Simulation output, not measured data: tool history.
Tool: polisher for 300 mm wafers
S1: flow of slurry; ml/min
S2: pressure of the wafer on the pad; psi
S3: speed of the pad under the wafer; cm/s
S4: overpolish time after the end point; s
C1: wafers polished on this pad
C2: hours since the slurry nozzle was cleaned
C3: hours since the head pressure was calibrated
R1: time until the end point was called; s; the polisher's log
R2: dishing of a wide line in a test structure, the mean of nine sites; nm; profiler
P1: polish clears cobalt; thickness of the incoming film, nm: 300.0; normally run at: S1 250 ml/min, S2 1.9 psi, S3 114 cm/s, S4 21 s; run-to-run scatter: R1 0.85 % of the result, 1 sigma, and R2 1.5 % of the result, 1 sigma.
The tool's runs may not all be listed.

| run | hour | S1 | S2 | S3 | S4 | C1 | C2 | C3 | R1 | R2 |
|---|---|---|---|---|---|---|---|---|---|---|
| 1 | 3.1 | 250 | 1.9 | 114 | 21 | 547 | 155.9 | 759 | 56.353 | 53.676 |
| 2 | 6.5 | 250 | 1.9 | 114 | 40 | 576 | 159.3 | 762.4 | 56.228 | 61.989 |
| 3 | 10.4 | 250 | 1.9 | 114 | 21 | 610 | 163.2 | 766.3 | 56.374 | 53.26 |
| 4 | 13.8 | 250 | 1.4 | 114 | 21 | 640 | 166.6 | 769.7 | 76.384 | 46.882 |
| 5 | 17.4 | 250 | 1.9 | 162 | 21 | 671 | 170.2 | 773.3 | 39.867 | 58.448 |
| 6 | 22.9 | 395 | 1.9 | 114 | 21 | 719 | 175.7 | 778.8 | 53.595 | 55.269 |
| 7 | 29.3 | 250 | 1.9 | 76 | 21 | 775 | 182.1 | 785.2 | 84.239 | 44.074 |
| 8 | 33.7 | 150 | 1.2 | 114 | 21 | 813 | 186.5 | 789.6 | 93.846 | 42.042 |
| 9 | 36.7 | 250 | 1.9 | 114 | 6 | 839 | 189.5 | 792.6 | 55.203 | 25.381 |
| 10 | 42.2 | 250 | 1.9 | 114 | 21 | 887 | 195 | 798.1 | 56.503 | 54.016 |
| 11 | 46.5 | 250 | 1.9 | 114 | 21 | 924 | 199.3 | 802.4 | 56.859 | 52.999 |
| 12 | 52 | 150 | 1.9 | 114 | 21 | 972 | 204.8 | 807.9 | 60.124 | 51.93 |
| 13 | 56.4 | 250 | 2.5 | 114 | 21 | 1010 | 209.2 | 812.3 | 42.704 | 56.063 |
| 14 | 61.3 | 250 | 1.9 | 114 | 21 | 1053 | 214.1 | 817.2 | 56.603 | 53.453 |
| 15 | 64.8 | 250 | 1.9 | 114 | 21 | 1083 | 217.6 | 820.7 | 56.848 | 52.032 |
| 16 | 69 | 250 | 1.9 | 114 | 21 | 1120 | 221.8 | 824.9 | 57.398 | 52.171 |
| 17 | 72.4 | 250 | 1.9 | 114 | 21 | 1149 | 225.2 | 828.3 | 57.723 | 53.368 |
| 18 | 76.2 | 250 | 1.9 | 114 | 21 | 1182 | 229 | 832.1 | 58.349 | 53.531 |
|  | 79.6 | head pressure recalibrated |
| 19 | 80.8 | 250 | 1.9 | 114 | 21 | 1222 | 233.6 | 1.3 | 58.903 | 54.078 |
| 20 | 85.9 | 250 | 1.9 | 114 | 21 | 1266 | 238.7 | 6.4 | 57.925 | 54.091 |
| 21 | 89.7 | 250 | 1.9 | 114 | 21 | 1300 | 242.5 | 10.2 | 58.067 | 51.28 |
| 22 | 95.6 | 250 | 1.9 | 114 | 21 | 1351 | 248.4 | 16.1 | 58.749 | 53.971 |
| 23 | 98.8 | 250 | 1.9 | 114 | 21 | 1379 | 251.6 | 19.3 | 58.402 | 50.868 |

What P1 gives has crept away from where it was. These 2 causes fit the log equally well, each at the size given:
A: removal rate lost through wear of the pad, % = 4.46
B: slurry flow missing at the pad, % = 30
The creep began at about hour 61.3.
Why every other cause is out:
head's pressure below its setpoint, %: serviced at hour 79.6, which brought nothing back

4 check runs are offered, each on 5 wafers whose results are averaged, their results left as question marks. Which one tells the causes apart?
| check 1 | 102 | 250 | 1.9 | 114 | 36 |  |  |  | ? | ? |
| check 2 | 102 | 250 | 1.9 | 84 | 21 |  |  |  | ? | ? |
| check 3 | 102 | 250 | 1.9 | 154 | 21 |  |  |  | ? | ? |
| check 4 | 102 | 150 | 1.9 | 114 | 6 |  |  |  | ? | ? |

What each check would give under each cause:
| check | result | if A | if B |
|---|---|---|---|
| check 1 | R1 | 58.872 | 58.874 |
| check 1 | R2 | 60.672 | 60.672 |
| check 2 | R1 | 79.897 | 79.9 |
| check 2 | R2 | 45.898 | 45.897 |
| check 3 | R1 | 43.58 | 43.582 |
| check 3 | R2 | 57.524 | 57.523 |
| check 4 | R1 | 63.18 | 64.951 |
| check 4 | R2 | 23.314 | 22.809 |
How far apart the two closest causes lie, in the result that separates them most: check 1 0 %; check 2 0 %; check 3 0 %; check 4 2.76 %
Only check 4 tells the causes apart: in the others they would give nearly the same result.

Then check 4 was run and gave: R1 63.65 s; R2 23.376 nm. Which cause is it?

It is A: removal rate lost through wear of the pad, %.

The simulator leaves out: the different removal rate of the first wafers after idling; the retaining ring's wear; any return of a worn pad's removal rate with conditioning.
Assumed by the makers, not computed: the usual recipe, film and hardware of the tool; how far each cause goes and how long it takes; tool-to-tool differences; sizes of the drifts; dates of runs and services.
